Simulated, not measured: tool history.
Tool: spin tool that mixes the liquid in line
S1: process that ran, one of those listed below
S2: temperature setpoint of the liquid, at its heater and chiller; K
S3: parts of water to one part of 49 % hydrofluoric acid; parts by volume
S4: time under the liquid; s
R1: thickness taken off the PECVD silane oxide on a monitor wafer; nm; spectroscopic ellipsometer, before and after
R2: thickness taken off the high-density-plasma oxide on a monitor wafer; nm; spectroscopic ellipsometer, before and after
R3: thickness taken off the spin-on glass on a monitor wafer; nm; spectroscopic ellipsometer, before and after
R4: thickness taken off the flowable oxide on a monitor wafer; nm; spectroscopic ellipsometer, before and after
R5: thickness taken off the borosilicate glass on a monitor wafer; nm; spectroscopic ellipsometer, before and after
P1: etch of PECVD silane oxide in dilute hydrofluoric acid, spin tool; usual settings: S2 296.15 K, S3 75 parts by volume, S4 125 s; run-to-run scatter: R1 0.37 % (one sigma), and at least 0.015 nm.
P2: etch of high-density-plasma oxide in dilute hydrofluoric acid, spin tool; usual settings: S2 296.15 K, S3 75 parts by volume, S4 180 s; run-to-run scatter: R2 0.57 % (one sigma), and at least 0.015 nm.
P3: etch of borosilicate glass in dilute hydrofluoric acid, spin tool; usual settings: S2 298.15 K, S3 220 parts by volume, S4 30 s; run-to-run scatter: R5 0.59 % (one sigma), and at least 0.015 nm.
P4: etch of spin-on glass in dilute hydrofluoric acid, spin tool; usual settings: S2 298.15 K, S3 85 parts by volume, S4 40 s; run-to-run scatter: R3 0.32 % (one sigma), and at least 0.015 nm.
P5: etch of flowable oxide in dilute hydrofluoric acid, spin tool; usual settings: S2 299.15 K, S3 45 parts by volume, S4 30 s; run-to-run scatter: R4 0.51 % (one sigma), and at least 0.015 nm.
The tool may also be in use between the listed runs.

Run 1, day 0.308: S1 P1, S2 296.15 K, S3 75 parts by volume, S4 125 s. Result: R1 47.125 nm.
Run 2, day 0.625: S1 P2, S2 296.15 K, S3 75 parts by volume, S4 180 s. Result: R2 16.0460 nm.
Run 3, day 0.896: S1 P1, S2 296.15 K, S3 75 parts by volume, S4 190 s. Result: R1 72.020 nm.
Run 4, day 1.083: S1 P1, S2 296.15 K, S3 75 parts by volume, S4 125 s. Result: R1 47.216 nm.
Run 5, day 1.238: S1 P1, S2 296.15 K, S3 110 parts by volume, S4 125 s. Result: R1 30.818 nm.
Run 6, day 1.429: S1 P1, S2 291.65 K, S3 75 parts by volume, S4 125 s. Result: R1 38.989 nm.
Run 7, day 1.667: S1 P4, S2 298.15 K, S3 85 parts by volume, S4 15 s. Result: R3 5.7339 nm.
Run 8, day 1.979: S1 P4, S2 298.15 K, S3 85 parts by volume, S4 40 s. Result: R3 15.3250 nm.
Run 9, day 2.242: S1 P1, S2 303.15 K, S3 75 parts by volume, S4 240 s. Result: R1 120.690 nm.
Run 10, day 2.458: S1 P1, S2 296.15 K, S3 75 parts by volume, S4 70 s. Result: R1 26.429 nm.
Run 11, day 2.775: S1 P1, S2 303.65 K, S3 75 parts by volume, S4 125 s. Result: R1 63.276 nm.
Run 12, day 3.083: S1 P2, S2 296.15 K, S3 20 parts by volume, S4 180 s. Result: R2 64.3670 nm.
Run 13, day 3.412: S1 P4, S2 291.15 K, S3 85 parts by volume, S4 40 s. Result: R3 11.4990 nm.
Run 14, day 3.658: S1 P2, S2 304.15 K, S3 75 parts by volume, S4 180 s. Result: R2 22.1090 nm.
Run 15, day 3.833: S1 P1, S2 296.15 K, S3 45 parts by volume, S4 125 s. Result: R1 81.424 nm.
Run 16, day 4.025: S1 P5, S2 299.15 K, S3 70 parts by volume, S4 30 s. Result: R4 18.644 nm.
Run 17, day 4.350: S1 P3, S2 298.15 K, S3 220 parts by volume, S4 30 s. Result: R5 4.6175 nm.
Run 18, day 4.583: S1 P5, S2 299.15 K, S3 45 parts by volume, S4 15 s. Result: R4 14.790 nm.
Run 19, day 4.788: S1 P3, S2 298.15 K, S3 325 parts by volume, S4 30 s. Result: R5 2.8098 nm.
Run 20, day 5.033: S1 P1, S2 291.15 K, S3 75 parts by volume, S4 180 s. Result: R1 54.558 nm.
Run 21, day 5.279: S1 P4, S2 298.15 K, S3 30 parts by volume, S4 40 s. Result: R3 46.8150 nm.
Run 22, day 5.517: S1 P3, S2 306.15 K, S3 220 parts by volume, S4 30 s. Result: R5 6.0406 nm.
Run 23, day 5.779: S1 P2, S2 296.15 K, S3 75 parts by volume, S4 15 s. Result: R2 1.3276 nm.
Run 24, day 6.050: S1 P3, S2 298.15 K, S3 220 parts by volume, S4 30 s. Result: R5 4.6079 nm.
Run 25, day 6.333: S1 P5, S2 299.15 K, S3 45 parts by volume, S4 30 s. Result: R4 29.817 nm.
Run 26, day 6.621: S1 P1, S2 296.15 K, S3 75 parts by volume, S4 125 s. Result: R1 47.425 nm.
Run 27, day 6.842: S1 P5, S2 303.15 K, S3 45 parts by volume, S4 30 s. Result: R4 34.976 nm.
Run 28, day 7.138: S1 P3, S2 298.15 K, S3 220 parts by volume, S4 15 s. Result: R5 2.3143 nm.
Run 29, day 7.442: S1 P1, S2 296.15 K, S3 75 parts by volume, S4 125 s. Result: R1 46.947 nm.
Run 30, day 7.762: S1 P1, S2 296.15 K, S3 75 parts by volume, S4 125 s. Result: R1 47.564 nm.
Run 31, day 8.058: S1 P1, S2 296.15 K, S3 75 parts by volume, S4 125 s. Result: R1 49.072 nm.
Run 32, day 8.354: S1 P1, S2 296.15 K, S3 75 parts by volume, S4 125 s. Result: R1 50.082 nm.
Run 33, day 8.688: S1 P1, S2 296.15 K, S3 75 parts by volume, S4 125 s. Result: R1 50.686 nm.
Run 34, day 8.958: S1 P1, S2 296.15 K, S3 75 parts by volume, S4 125 s. Result: R1 51.306 nm.
Run 35, day 9.229: S1 P1, S2 296.15 K, S3 75 parts by volume, S4 125 s. Result: R1 51.656 nm.
Run 36, day 9.571: S1 P1, S2 296.15 K, S3 75 parts by volume, S4 125 s. Result: R1 51.704 nm.
Run 37, day 9.842: S1 P1, S2 296.15 K, S3 75 parts by volume, S4 125 s. Result: R1 51.704 nm.
Run 38, day 10.004: S1 P1, S2 296.15 K, S3 75 parts by volume, S4 125 s. Result: R1 52.052 nm.

What P1 gives has crept away from where it was. These 2 causes fit the log equally well, each at the size given:
A: liquid hotter than its thermometer reads (K) = 2.31
B: hydrofluoric acid flow above the setpoint (%) = 8.91
The creep began at about day 7.762.

4 check runs are offered, each on 2 wafers whose results are averaged, their results left as question marks. Which one tells the causes apart?
Run check 1, day 10.167: S1 P3, S2 305.65 K, S3 220 parts by volume, S4 30 s. Result: R5 ?.
Run check 2, day 10.167: S1 P2, S2 303.15 K, S3 20 parts by volume, S4 180 s. Result: R2 ?.
Run check 3, day 10.167: S1 P4, S2 291.65 K, S3 85 parts by volume, S4 15 s. Result: R3 ?.
Run check 4, day 10.167: S1 P5, S2 299.15 K, S3 70 parts by volume, S4 30 s. Result: R4 ?.

What each check would give under each cause:
  check  result     if A     if B
check 1      R5   6.4324   6.6479
check 2      R2  95.5490  95.1260
check 3      R3   4.8450   4.8300
check 4      R4   20.319   20.361
How far apart the two closest causes lie, in the result that separates them most: check 1 3.3 %; check 2 0.44 %; check 3 0.31 %; check 4 0.2 %
Only check 1 tells the causes apart: in the others they would give nearly the same result.

Then check 1 was run and gave: R5 6.4496 nm. Which cause is it?

It is A: liquid hotter than its thermometer reads (K).

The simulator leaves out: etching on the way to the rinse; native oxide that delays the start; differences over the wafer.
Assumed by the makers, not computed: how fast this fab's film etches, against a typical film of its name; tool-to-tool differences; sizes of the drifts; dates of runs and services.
